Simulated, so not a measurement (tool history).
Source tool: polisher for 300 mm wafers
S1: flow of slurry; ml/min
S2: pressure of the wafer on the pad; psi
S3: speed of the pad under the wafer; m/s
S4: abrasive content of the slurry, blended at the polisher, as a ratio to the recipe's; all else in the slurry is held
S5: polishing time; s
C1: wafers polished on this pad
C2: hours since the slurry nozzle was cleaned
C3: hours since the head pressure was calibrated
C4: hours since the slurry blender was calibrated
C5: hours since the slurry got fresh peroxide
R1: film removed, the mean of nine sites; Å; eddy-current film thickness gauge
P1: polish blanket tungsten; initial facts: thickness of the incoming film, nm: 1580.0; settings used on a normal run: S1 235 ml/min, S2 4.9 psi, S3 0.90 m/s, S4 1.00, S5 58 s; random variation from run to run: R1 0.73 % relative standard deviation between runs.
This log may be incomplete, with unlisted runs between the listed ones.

run    day   S1   S2    S3    S4  S5    C1     C2     C3     C4     C5      R1
  1  0.142  235  4.9  0.90  1.00  58   334  342.6  740.5  231.2   27.5  2958.4
  2  0.329  235  4.9  0.90  1.00  35   390  347.1  745.0  235.7   32.0  1765.4
  3  0.608  235  4.9  0.90  1.00  89   473  353.8  751.7  242.4   38.7  4494.1
  4  0.862  235  4.9  0.44  1.40  58   549  359.9  757.8  248.5   44.8  1555.8
  5  1.117  235  4.9  0.90  1.00  58   625  366.0  763.9  254.6   50.9  2922.0
  6  1.304  235  4.9  0.90  1.00  58   681  370.5  768.4  259.1   55.4  2877.7
  7  1.483  235  4.9  0.90  1.50  58   735  374.8  772.7  263.4   59.7  3223.6
  8  1.692  235  4.9  0.90  1.00  58   797  379.8  777.7  268.4   64.7  2915.0
  9  1.967  235  4.9  0.90  0.75  58   879  386.4  784.3  275.0   71.3  2724.0
 10  2.104  140  4.9  0.90  1.00  58   921  389.7  787.6  278.3   74.6  2704.3
     2.225  -- slurry nozzle cleaned
 11  2.346  235  7.2  0.90  1.00  58   993    3.0  793.4  284.1   80.4  4307.5
 12  2.612  235  4.9  0.90  1.00  58  1073    9.4  799.8  290.5   86.8  2933.1
 13  2.808  235  2.5  0.90  1.00  58  1131   14.1  804.5  295.2   91.5  1516.2
 14  3.079  365  4.9  0.90  1.00  58  1212   20.6  811.0  301.7   98.0  3075.2
 15  3.279  235  4.9  0.40  1.00  58  1272   25.4  815.8  306.5  102.8  1301.7
 16  3.525  235  4.9  0.90  1.00  58  1345   31.3  821.7  312.4  108.7  2906.9
 17  3.762  235  4.9  1.38  1.00  58  1416   37.0  827.4  318.1  114.4  4458.1
 18  3.983  235  4.9  0.90  1.00  58  1483   42.3  832.7  323.4  119.7  2913.2
 19  4.146  235  4.9  0.90  1.00  58  1531   46.2  836.6  327.3  123.6  2861.5
 20  4.358  235  4.9  0.90  1.00  58  1595   51.3  841.7  332.4  128.7  2842.5
 21  4.633  235  4.9  0.90  1.00  58  1677   57.9  848.3  339.0  135.3  2824.7
     4.875  -- worn pad replaced by a new one
 22  4.883  235  4.9  0.90  1.00  58     3   63.9  854.3  345.0  141.3  2734.3
 23  5.050  235  4.9  0.90  1.00  58    52   67.9  858.3  349.0  145.3  2732.0
     5.096  -- slurry blender recalibrated
 24  5.338  235  4.9  0.90  1.00  58   138   74.8  865.2    5.8  152.2  2725.8
     5.458  -- slurry tank refilled with fresh slurry and peroxide
 25  5.529  235  4.9  0.90  1.00  58   196   79.4  869.8   10.4    1.8  2730.2
 26  5.679  235  4.9  0.90  1.00  58   241   83.0  873.4   14.0    5.4  2718.1
 27  5.838  235  4.9  0.90  1.00  58   288   86.8  877.2   17.8    9.2  2717.4
 28  6.062  235  4.9  0.90  1.00  58   355   92.2  882.6   23.2   14.6  2748.2

Compared with where it was, what P1 gives has crept away. Each cause listed below fits the log as well as the rest, at the size given for it:
A: slurry flow missing at the pad, % = 38.8
B: head's pressure below its setpoint, % = 6.83
The onset of the drift is placed at about day 3.983.
Ruled out, with reasons:
removal rate lost through wear of the pad, %: serviced after onset, at day 4.875, with no recovery of the prior output
abrasive missing from the slurry, %: serviced after onset, at day 5.096, with no recovery of the prior output
peroxide lost from the slurry, %: serviced after onset, at day 5.458, with no recovery of the prior output

Each of the check runs listed below is run on 2 wafers and reports their average, with the results left as question marks. Pick the one under which the possible causes would lead to clearly different results.
check 1  6.288  235  7.0  1.32  1.00  58                       ?
check 2  6.288  290  4.9  0.42  1.00  58                       ?
check 3  6.288  140  4.9  0.62  1.00  58                       ?
check 4  6.288  235  4.9  0.50  1.00  76                       ?

Outcome of each check run for each possible cause:
  check  result    if A    if B
check 1      R1  5714.1  5713.8
check 2      R1  1317.1  1300.4
check 3      R1  1668.9  1741.9
check 4      R1  1985.3  1985.2
Per check, the gap between the least separated pair of causes, taken in the result that splits them most: check 1 0.01 %; check 2 1.28 %; check 3 4.28 %; check 4 0.01 %
Only in check 3 would the causes give clearly different results; in the remaining checks their results would be nearly the same.

Running check 3 produced the following: R1 1747.5 Å. Which one of the listed causes fits?

Of the candidate causes, it is B: head's pressure below its setpoint, %.
